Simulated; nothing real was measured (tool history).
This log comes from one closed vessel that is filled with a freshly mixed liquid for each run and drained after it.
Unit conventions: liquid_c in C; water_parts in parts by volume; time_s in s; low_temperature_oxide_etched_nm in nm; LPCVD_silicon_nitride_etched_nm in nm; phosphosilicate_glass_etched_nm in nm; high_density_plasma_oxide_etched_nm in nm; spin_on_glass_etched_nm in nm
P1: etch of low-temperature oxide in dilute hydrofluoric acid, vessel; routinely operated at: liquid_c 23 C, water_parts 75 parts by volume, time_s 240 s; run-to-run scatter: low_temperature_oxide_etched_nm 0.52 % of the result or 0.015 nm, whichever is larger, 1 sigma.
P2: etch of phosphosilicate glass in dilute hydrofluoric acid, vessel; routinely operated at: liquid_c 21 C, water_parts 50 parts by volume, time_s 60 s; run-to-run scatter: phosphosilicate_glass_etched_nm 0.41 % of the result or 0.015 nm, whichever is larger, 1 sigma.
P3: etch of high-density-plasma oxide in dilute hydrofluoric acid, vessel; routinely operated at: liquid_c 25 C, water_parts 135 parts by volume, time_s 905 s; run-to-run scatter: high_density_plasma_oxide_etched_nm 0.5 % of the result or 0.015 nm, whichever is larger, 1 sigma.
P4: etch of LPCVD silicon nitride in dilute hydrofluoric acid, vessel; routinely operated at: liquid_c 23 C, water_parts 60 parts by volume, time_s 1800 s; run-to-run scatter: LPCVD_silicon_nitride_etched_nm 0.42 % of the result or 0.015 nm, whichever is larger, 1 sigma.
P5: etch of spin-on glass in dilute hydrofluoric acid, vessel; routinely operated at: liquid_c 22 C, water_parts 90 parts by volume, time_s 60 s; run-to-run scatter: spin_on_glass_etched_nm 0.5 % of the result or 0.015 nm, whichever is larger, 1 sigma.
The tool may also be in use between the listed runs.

run     day  process  liquid_c  water_parts  time_s  low_temperature_oxide_etched_nm  LPCVD_silicon_nitride_etched_nm  phosphosilicate_glass_etched_nm  high_density_plasma_oxide_etched_nm  spin_on_glass_etched_nm
  1     0.5       P1        23           75     240                           50.194
  2   1.117       P4      18.5           60    1800                                                            10.283
  3   1.579       P2        21           50      60                                                                                             117.39
  4   2.162       P1        23           75      35                           7.3001
  5   2.612       P4        23           60    1800                                                            14.122
  6    3.15       P1        31           75     240                           69.219
  7   3.758       P1        23           75     240                           50.163
  8     4.2       P3        25          250     905                                                                                                                                  25.048
  9   4.621       P1        23           35      35                           16.554
 10   5.196       P3        25          135     905                                                                                                                                  52.857
 11   5.717       P1        23          130      30                           3.4076
 12   6.325       P4        23          100    1800                                                            8.5225
 13    6.85       P3        25          135     905                                                                                                                                  52.931
 14   7.329       P1        23           75     240                            50.76
 15   7.746       P1        23           20     240                           201.68
 16   8.175       P1        23           75     390                           82.342
 17   8.658       P2        17           50      60                                                                                             98.911
 18   9.138       P1        23           75     240                           50.324
 19   9.433       P5        22           90      60                                                                                                                                                            18.22
 20  10.042       P1        23           75     240                            50.19
 21  10.533       P2        21           50      30                                                                                              58.31
 22  10.888       P3        25          135      30                                                                                                                                  1.8034
 23  11.329       P4        23           60    3380                                                            26.297
 24  11.938       P2        21           90      60                                                                                             62.095
 25  12.317       P1        23           75     240                           50.352
 26  12.842       P1        17           75     240                           38.932
 27  13.129       P5        22          165      60                                                                                                                                                           9.2113
 28  13.504       P1        23          115     240                           31.236
 29  13.817       P5        27           90      60                                                                                                                                                           22.243
 30  14.338       P5        22           90      30                                                                                                                                                           9.1906
 31  14.775       P3        21          135     905                                                                                                                                  45.328
 32  15.238       P2        21           50      60                                                                                             116.28
 33  15.821       P1        23           75     240                           50.388
 34  16.138       P1        23           75     240                           51.713
 35  16.429       P1        23           75     240                           52.884
 36  16.888       P1        23           75     240                           53.087
 37  17.483       P1        23           75     240                           53.994
 38  18.079       P1        23           75     240                           53.937
 39  18.483       P1        23           75     240                           53.578

The log shows P1 creeping away from where it was. Any of the 2 causes listed here, at the size stated for it, fits the log just as well as the others:
A: hydrofluoric acid flow above the setpoint (%) = 6.97
B: liquid hotter than its thermometer reads (K) = 1.82
The drift started at roughly day 15.821.

Below are 4 check runs, each on a single wafer, with their results shown as question marks. Which of them would tell the listed causes apart, meaning the causes would give clearly different results under it?
check 1  18.888       P4        23          100    1800                                                                 ?
check 2  18.888       P5        22          145      60                                                                                                                                                                ?
check 3  18.888       P2        17           50      35                                                                                                  ?
check 4  18.888       P3        21          180     905                                                                                                                                       ?

How each check would come out, cause by cause:
  check                               result    if A    if B
check 1      LPCVD_silicon_nitride_etched_nm  9.0806  9.5814
check 2              spin_on_glass_etched_nm  11.546  11.462
check 3      phosphosilicate_glass_etched_nm  61.863   62.33
check 4  high_density_plasma_oxide_etched_nm  35.109  34.766
Smallest distance between any two causes, each pair judged by its most separating result, in per cent: check 1 5.37 %; check 2 0.73 %; check 3 0.75 %; check 4 0.98 %
The causes can be told apart only by check 1. The other checks would give nearly the same results under each of them.

Check 1 was carried out, with these results: LPCVD_silicon_nitride_etched_nm 9.5974 nm. Which of the listed causes is responsible?

Of the candidate causes, it is B: liquid hotter than its thermometer reads (K).
